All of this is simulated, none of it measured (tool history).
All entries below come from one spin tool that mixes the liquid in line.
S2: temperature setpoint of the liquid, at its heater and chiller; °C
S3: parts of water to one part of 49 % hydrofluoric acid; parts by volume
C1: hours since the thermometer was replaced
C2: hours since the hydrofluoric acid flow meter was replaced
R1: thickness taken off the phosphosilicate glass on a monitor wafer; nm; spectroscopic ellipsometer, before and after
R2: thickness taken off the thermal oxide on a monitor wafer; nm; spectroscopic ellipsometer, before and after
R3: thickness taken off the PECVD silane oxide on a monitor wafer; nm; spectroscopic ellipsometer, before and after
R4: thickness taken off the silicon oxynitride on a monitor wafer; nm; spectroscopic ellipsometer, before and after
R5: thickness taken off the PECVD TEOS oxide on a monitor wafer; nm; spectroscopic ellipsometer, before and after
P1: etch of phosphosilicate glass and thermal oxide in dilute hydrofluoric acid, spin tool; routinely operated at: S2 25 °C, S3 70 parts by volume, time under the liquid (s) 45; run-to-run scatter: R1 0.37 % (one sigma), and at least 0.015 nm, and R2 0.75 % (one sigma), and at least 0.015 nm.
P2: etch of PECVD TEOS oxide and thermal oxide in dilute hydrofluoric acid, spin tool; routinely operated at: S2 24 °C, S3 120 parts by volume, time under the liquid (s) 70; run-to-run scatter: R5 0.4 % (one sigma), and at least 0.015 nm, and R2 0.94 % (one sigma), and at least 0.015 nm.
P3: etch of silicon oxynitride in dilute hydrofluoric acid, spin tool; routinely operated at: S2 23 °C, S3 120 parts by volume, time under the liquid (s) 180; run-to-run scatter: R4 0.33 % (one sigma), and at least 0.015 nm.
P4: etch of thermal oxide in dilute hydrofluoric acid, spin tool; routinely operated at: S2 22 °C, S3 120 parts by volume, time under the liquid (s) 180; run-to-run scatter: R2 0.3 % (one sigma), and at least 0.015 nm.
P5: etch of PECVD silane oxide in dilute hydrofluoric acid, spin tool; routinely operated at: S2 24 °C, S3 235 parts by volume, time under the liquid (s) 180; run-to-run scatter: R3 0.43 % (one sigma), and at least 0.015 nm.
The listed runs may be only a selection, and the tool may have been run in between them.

run 1 hour=6 | process_that_ran=P1 S2=25 S3=70 time_under_the_liquid_(s)=45 | C1=517.1 C2=467.4 | R1=42.934 R2=3.5368
run 2 hour=10.1 | process_that_ran=P5 S2=31.5 S3=235 time_under_the_liquid_(s)=180 | C1=521.2 C2=471.5 | R3=20.135
run 3 hour=17.2 | process_that_ran=P3 S2=23 S3=120 time_under_the_liquid_(s)=320 | C1=528.3 C2=478.6 | R4=12.102
run 4 hour=24.7 | process_that_ran=P1 S2=21 S3=70 time_under_the_liquid_(s)=45 | C1=535.8 C2=486.1 | R1=36.19 R2=3.0142
run 5 hour=28.6 | process_that_ran=P1 S2=25 S3=20 time_under_the_liquid_(s)=45 | C1=539.7 C2=490 | R1=160.59 R2=13.271
run 6 hour=36.3 | process_that_ran=P1 S2=25 S3=70 time_under_the_liquid_(s)=25 | C1=547.4 C2=497.7 | R1=23.871 R2=1.9318
run 7 hour=43.1 | process_that_ran=P2 S2=24 S3=205 time_under_the_liquid_(s)=70 | C1=554.2 C2=504.5 | R2=1.4522 R5=6.7195
run 8 hour=50.4 | process_that_ran=P2 S2=24 S3=120 time_under_the_liquid_(s)=70 | C1=561.5 C2=511.8 | R2=2.7612 R5=12.686
run 9 hour=56 | process_that_ran=P1 S2=25 S3=70 time_under_the_liquid_(s)=65 | C1=567.1 C2=517.4 | R1=62.056 R2=5.1394
run 10 hour=63.8 | process_that_ran=P5 S2=24 S3=235 time_under_the_liquid_(s)=180 | C1=574.9 C2=525.2 | R3=15.643
run 11 hour=67.5 | process_that_ran=P5 S2=24 S3=235 time_under_the_liquid_(s)=295 | C1=578.6 C2=528.9 | R3=25.673
run 12 hour=72.8 | process_that_ran=P4 S2=18.5 S3=120 time_under_the_liquid_(s)=180 | C1=583.9 C2=534.2 | R2=5.7386
run 13 hour=80 | process_that_ran=P1 S2=25 S3=70 time_under_the_liquid_(s)=45 | C1=591.1 C2=541.4 | R1=43.198 R2=3.5384
run 14 hour=83.9 | process_that_ran=P4 S2=22 S3=30 time_under_the_liquid_(s)=180 | C1=595 C2=545.3 | R2=29.636
run 15 hour=91.5 | process_that_ran=P2 S2=24 S3=120 time_under_the_liquid_(s)=70 | C1=602.6 C2=552.9 | R2=2.8053 R5=12.536
run 16 hour=99.5 | process_that_ran=P3 S2=23 S3=65 time_under_the_liquid_(s)=180 | C1=610.6 C2=560.9 | R4=13.127
run 17 hour=105.5 | process_that_ran=P3 S2=23 S3=120 time_under_the_liquid_(s)=180 | C1=616.6 C2=566.9 | R4=6.8143
run 18 hour=113.5 | process_that_ran=P1 S2=25 S3=70 time_under_the_liquid_(s)=45 | C1=624.6 C2=574.9 | R1=43.044 R2=3.5015
run 19 hour=119.5 | process_that_ran=P1 S2=32.5 S3=70 time_under_the_liquid_(s)=45 | C1=630.6 C2=580.9 | R1=57.61 R2=4.739
run 20 hour=127 | process_that_ran=P4 S2=22 S3=120 time_under_the_liquid_(s)=30 | C1=638.1 C2=588.4 | R2=1.0833
run 21 hour=133.8 | process_that_ran=P1 S2=25 S3=70 time_under_the_liquid_(s)=45 | C1=644.9 C2=595.2 | R1=43.058 R2=3.5558
run 22 hour=137.7 | process_that_ran=P4 S2=22 S3=120 time_under_the_liquid_(s)=180 | C1=648.8 C2=599.1 | R2=6.6609
run 23 hour=143.7 | process_that_ran=P2 S2=17 S3=120 time_under_the_liquid_(s)=70 | C1=654.8 C2=605.1 | R2=2.1193 R5=9.5721
run 24 hour=148.3 | process_that_ran=P1 S2=28.5 S3=70 time_under_the_liquid_(s)=15 | C1=659.4 C2=609.7 | R1=16.561 R2=1.3408
run 25 hour=152.2 | process_that_ran=P5 S2=24 S3=405 time_under_the_liquid_(s)=180 | C1=663.3 C2=613.6 | R3=7.7077
run 26 hour=156.4 | process_that_ran=P1 S2=25 S3=100 time_under_the_liquid_(s)=45 | C1=667.5 C2=617.8 | R1=29.187 R2=2.3077
-- hour=160 thermometer replaced
run 27 hour=162.7 | process_that_ran=P1 S2=25 S3=70 time_under_the_liquid_(s)=45 | C1=2.8 C2=624.1 | R1=42.958 R2=3.5569
run 28 hour=168.9 | process_that_ran=P2 S2=24 S3=120 time_under_the_liquid_(s)=15 | C1=9 C2=630.3 | R2=0.58044 R5=2.7034
run 29 hour=173.3 | process_that_ran=P3 S2=23 S3=120 time_under_the_liquid_(s)=180 | C1=13.4 C2=634.7 | R4=6.8401
run 30 hour=178.8 | process_that_ran=P3 S2=31.5 S3=120 time_under_the_liquid_(s)=180 | C1=18.9 C2=640.2 | R4=9.9343
run 31 hour=184.9 | process_that_ran=P1 S2=25 S3=70 time_under_the_liquid_(s)=45 | C1=25 C2=646.3 | R1=43.099 R2=3.4711
run 32 hour=189.9 | process_that_ran=P1 S2=25 S3=70 time_under_the_liquid_(s)=45 | C1=30 C2=651.3 | R1=41.739 R2=3.4433

What will run 33 give?
run 33 hour=197.5 | process_that_ran=P1 S2=25 S3=70 time_under_the_liquid_(s)=45 | C1=37.6 C2=658.9 | R1=? R2=?

{"run 33": {"R1": 40.532, "R2": 3.3388}}

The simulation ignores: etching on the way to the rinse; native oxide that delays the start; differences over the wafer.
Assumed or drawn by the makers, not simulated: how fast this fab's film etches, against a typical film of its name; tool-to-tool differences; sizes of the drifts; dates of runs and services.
